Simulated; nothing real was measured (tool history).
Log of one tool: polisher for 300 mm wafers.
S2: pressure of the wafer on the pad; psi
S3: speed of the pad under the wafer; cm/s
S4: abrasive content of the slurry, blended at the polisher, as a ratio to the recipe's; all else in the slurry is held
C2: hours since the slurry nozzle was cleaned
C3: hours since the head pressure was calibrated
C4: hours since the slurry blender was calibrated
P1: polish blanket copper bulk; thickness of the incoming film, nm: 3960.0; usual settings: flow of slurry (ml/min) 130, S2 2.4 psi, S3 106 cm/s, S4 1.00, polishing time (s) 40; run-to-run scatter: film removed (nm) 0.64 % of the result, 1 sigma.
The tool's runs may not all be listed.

{"run": 1, "hour": 14.3, "flow of slurry (ml/min)": 130, "S2": 2.4, "S3": 106, "S4": 1.0, "polishing time (s)": 40, "wafers polished on this pad": 610, "C2": 134.7, "C3": 313.5, "C4": 190.9, "film removed (nm)": 385.56}
{"run": 2, "hour": 28.5, "flow of slurry (ml/min)": 130, "S2": 1.8, "S3": 106, "S4": 1.0, "polishing time (s)": 40, "wafers polished on this pad": 709, "C2": 148.9, "C3": 327.7, "C4": 205.1, "film removed (nm)": 291.52}
{"run": 3, "hour": 39.6, "flow of slurry (ml/min)": 130, "S2": 2.4, "S3": 48, "S4": 1.0, "polishing time (s)": 40, "wafers polished on this pad": 786, "C2": 160.0, "C3": 338.8, "C4": 216.2, "film removed (nm)": 176.26}
{"run": 4, "hour": 47.4, "flow of slurry (ml/min)": 130, "S2": 2.4, "S3": 156, "S4": 1.0, "polishing time (s)": 40, "wafers polished on this pad": 840, "C2": 167.8, "C3": 346.6, "C4": 224.0, "film removed (nm)": 572.82}
{"run": 5, "hour": 58.8, "flow of slurry (ml/min)": 130, "S2": 2.4, "S3": 106, "S4": 1.5, "polishing time (s)": 40, "wafers polished on this pad": 920, "C2": 179.2, "C3": 358.0, "C4": 235.4, "film removed (nm)": 423.93}
{"run": 6, "hour": 69.1, "flow of slurry (ml/min)": 190, "S2": 2.4, "S3": 106, "S4": 1.4, "polishing time (s)": 40, "wafers polished on this pad": 992, "C2": 189.5, "C3": 368.3, "C4": 245.7, "film removed (nm)": 440.62}
{"run": 7, "hour": 81.2, "flow of slurry (ml/min)": 130, "S2": 2.4, "S3": 106, "S4": 1.0, "polishing time (s)": 61, "wafers polished on this pad": 1076, "C2": 201.6, "C3": 380.4, "C4": 257.8, "film removed (nm)": 599.29}
{"run": 8, "hour": 90.1, "flow of slurry (ml/min)": 80, "S2": 2.4, "S3": 106, "S4": 1.0, "polishing time (s)": 40, "wafers polished on this pad": 1138, "C2": 210.5, "C3": 389.3, "C4": 266.7, "film removed (nm)": 344.64}
{"run": 9, "hour": 101.5, "flow of slurry (ml/min)": 100, "S2": 3.0, "S3": 106, "S4": 1.0, "polishing time (s)": 40, "wafers polished on this pad": 1217, "C2": 221.9, "C3": 400.7, "C4": 278.1, "film removed (nm)": 460.28}
{"run": 10, "hour": 108.0, "flow of slurry (ml/min)": 170, "S2": 2.4, "S3": 106, "S4": 1.0, "polishing time (s)": 40, "wafers polished on this pad": 1263, "C2": 228.4, "C3": 407.2, "C4": 284.6, "film removed (nm)": 409.88}
{"run": 11, "hour": 118.8, "flow of slurry (ml/min)": 130, "S2": 2.4, "S3": 106, "S4": 1.0, "polishing time (s)": 40, "wafers polished on this pad": 1338, "C2": 239.2, "C3": 418.0, "C4": 295.4, "film removed (nm)": 384.49}
{"run": 12, "hour": 128.1, "flow of slurry (ml/min)": 130, "S2": 2.4, "S3": 106, "S4": 1.0, "polishing time (s)": 26, "wafers polished on this pad": 1403, "C2": 248.5, "C3": 427.3, "C4": 304.7, "film removed (nm)": 252.36}
{"run": 13, "hour": 135.0, "flow of slurry (ml/min)": 130, "S2": 2.4, "S3": 106, "S4": 0.65, "polishing time (s)": 40, "wafers polished on this pad": 1451, "C2": 255.4, "C3": 434.2, "C4": 311.6, "film removed (nm)": 350.71}
{"run": 14, "hour": 149.0, "flow of slurry (ml/min)": 130, "S2": 3.2, "S3": 106, "S4": 1.0, "polishing time (s)": 40, "wafers polished on this pad": 1548, "C2": 269.4, "C3": 448.2, "C4": 325.6, "film removed (nm)": 524.06}
{"run": 15, "hour": 156.0, "flow of slurry (ml/min)": 130, "S2": 2.4, "S3": 106, "S4": 1.0, "polishing time (s)": 40, "wafers polished on this pad": 1597, "C2": 276.4, "C3": 455.2, "C4": 332.6, "film removed (nm)": 391.48}
{"run": 16, "hour": 162.6, "flow of slurry (ml/min)": 130, "S2": 2.4, "S3": 106, "S4": 1.0, "polishing time (s)": 40, "wafers polished on this pad": 1643, "C2": 283.0, "C3": 461.8, "C4": 339.2, "film removed (nm)": 389.9}
{"run": 17, "hour": 173.8, "flow of slurry (ml/min)": 180, "S2": 1.2, "S3": 106, "S4": 1.0, "polishing time (s)": 40, "wafers polished on this pad": 1721, "C2": 294.2, "C3": 473.0, "C4": 350.4, "film removed (nm)": 205.82}
{"run": 18, "hour": 186.8, "flow of slurry (ml/min)": 130, "S2": 2.4, "S3": 106, "S4": 1.0, "polishing time (s)": 40, "wafers polished on this pad": 1811, "C2": 307.2, "C3": 486.0, "C4": 363.4, "film removed (nm)": 393.03}
{"run": 19, "hour": 200.9, "flow of slurry (ml/min)": 130, "S2": 2.4, "S3": 106, "S4": 1.0, "polishing time (s)": 40, "wafers polished on this pad": 1910, "C2": 321.3, "C3": 500.1, "C4": 377.5, "film removed (nm)": 373.01}
{"run": 20, "hour": 214.9, "flow of slurry (ml/min)": 130, "S2": 2.4, "S3": 106, "S4": 1.0, "polishing time (s)": 40, "wafers polished on this pad": 2007, "C2": 335.3, "C3": 514.1, "C4": 391.5, "film removed (nm)": 366.49}
{"run": 21, "hour": 225.1, "flow of slurry (ml/min)": 130, "S2": 2.4, "S3": 106, "S4": 1.0, "polishing time (s)": 40, "wafers polished on this pad": 2078, "C2": 345.5, "C3": 524.3, "C4": 401.7, "film removed (nm)": 361.03}
{"run": 22, "hour": 232.2, "flow of slurry (ml/min)": 130, "S2": 2.4, "S3": 106, "S4": 1.0, "polishing time (s)": 40, "wafers polished on this pad": 2128, "C2": 352.6, "C3": 531.4, "C4": 408.8, "film removed (nm)": 361.21}
{"run": 23, "hour": 242.2, "flow of slurry (ml/min)": 130, "S2": 2.4, "S3": 106, "S4": 1.0, "polishing time (s)": 40, "wafers polished on this pad": 2197, "C2": 362.6, "C3": 541.4, "C4": 418.8, "film removed (nm)": 361.15}
{"hour": 253.0, "done": "slurry blender recalibrated"}
{"run": 24, "hour": 254.4, "flow of slurry (ml/min)": 130, "S2": 2.4, "S3": 106, "S4": 1.0, "polishing time (s)": 40, "wafers polished on this pad": 2282, "C2": 374.8, "C3": 553.6, "C4": 1.5, "film removed (nm)": 358.22}
{"hour": 257.2, "done": "worn pad replaced by a new one"}
{"run": 25, "hour": 263.8, "flow of slurry (ml/min)": 130, "S2": 2.4, "S3": 106, "S4": 1.0, "polishing time (s)": 40, "wafers polished on this pad": 46, "C2": 384.2, "C3": 563.0, "C4": 10.9, "film removed (nm)": 354.08}
{"run": 26, "hour": 277.0, "flow of slurry (ml/min)": 130, "S2": 2.4, "S3": 106, "S4": 1.0, "polishing time (s)": 40, "wafers polished on this pad": 138, "C2": 397.4, "C3": 576.2, "C4": 24.1, "film removed (nm)": 350.25}
{"run": 27, "hour": 289.2, "flow of slurry (ml/min)": 130, "S2": 2.4, "S3": 106, "S4": 1.0, "polishing time (s)": 40, "wafers polished on this pad": 222, "C2": 409.6, "C3": 588.4, "C4": 36.3, "film removed (nm)": 353.69}

What P1 gives has crept away from where it was. These 2 causes fit the log equally well, each at the size given:
A: head's pressure below its setpoint, % = 9.09
B: slurry flow missing at the pad, % = 33.2
The creep began at about hour 186.8.
Why every other cause is out:
removal rate lost through wear of the pad, %: serviced at hour 257.2, which brought nothing back
abrasive missing from the slurry, %: serviced at hour 253.0, which brought nothing back

4 check runs are offered, each on 2 wafers whose results are averaged, their results left as question marks. Which one tells the causes apart?
{"run": "check 1", "hour": 301.4, "flow of slurry (ml/min)": 90, "S2": 2.4, "S3": 106, "S4": 1.0, "polishing time (s)": 40, "film removed (nm)": "?"}
{"run": "check 2", "hour": 301.4, "flow of slurry (ml/min)": 130, "S2": 2.4, "S3": 106, "S4": 1.0, "polishing time (s)": 29, "film removed (nm)": "?"}
{"run": "check 3", "hour": 301.4, "flow of slurry (ml/min)": 130, "S2": 1.9, "S3": 106, "S4": 1.0, "polishing time (s)": 40, "film removed (nm)": "?"}
{"run": "check 4", "hour": 301.4, "flow of slurry (ml/min)": 130, "S2": 3.0, "S3": 106, "S4": 1.0, "polishing time (s)": 40, "film removed (nm)": "?"}

What each check would give under each cause:
check=check_1 result=film_removed_(nm) if_A=324.10 if_B=312.66
check=check_2 result=film_removed_(nm) if_A=255.96 if_B=255.92
check=check_3 result=film_removed_(nm) if_A=279.49 if_B=279.45
check=check_4 result=film_removed_(nm) if_A=441.30 if_B=441.24
How far apart the two closest causes lie, in the result that separates them most: check 1 3.59 %; check 2 0.01 %; check 3 0.01 %; check 4 0.01 %
Check 1 tells the causes apart: in the others they would give nearly the same result.

Check 1 was then run and gave: film removed (nm) 310.86. Which cause is it?

It is B: slurry flow missing at the pad, %.
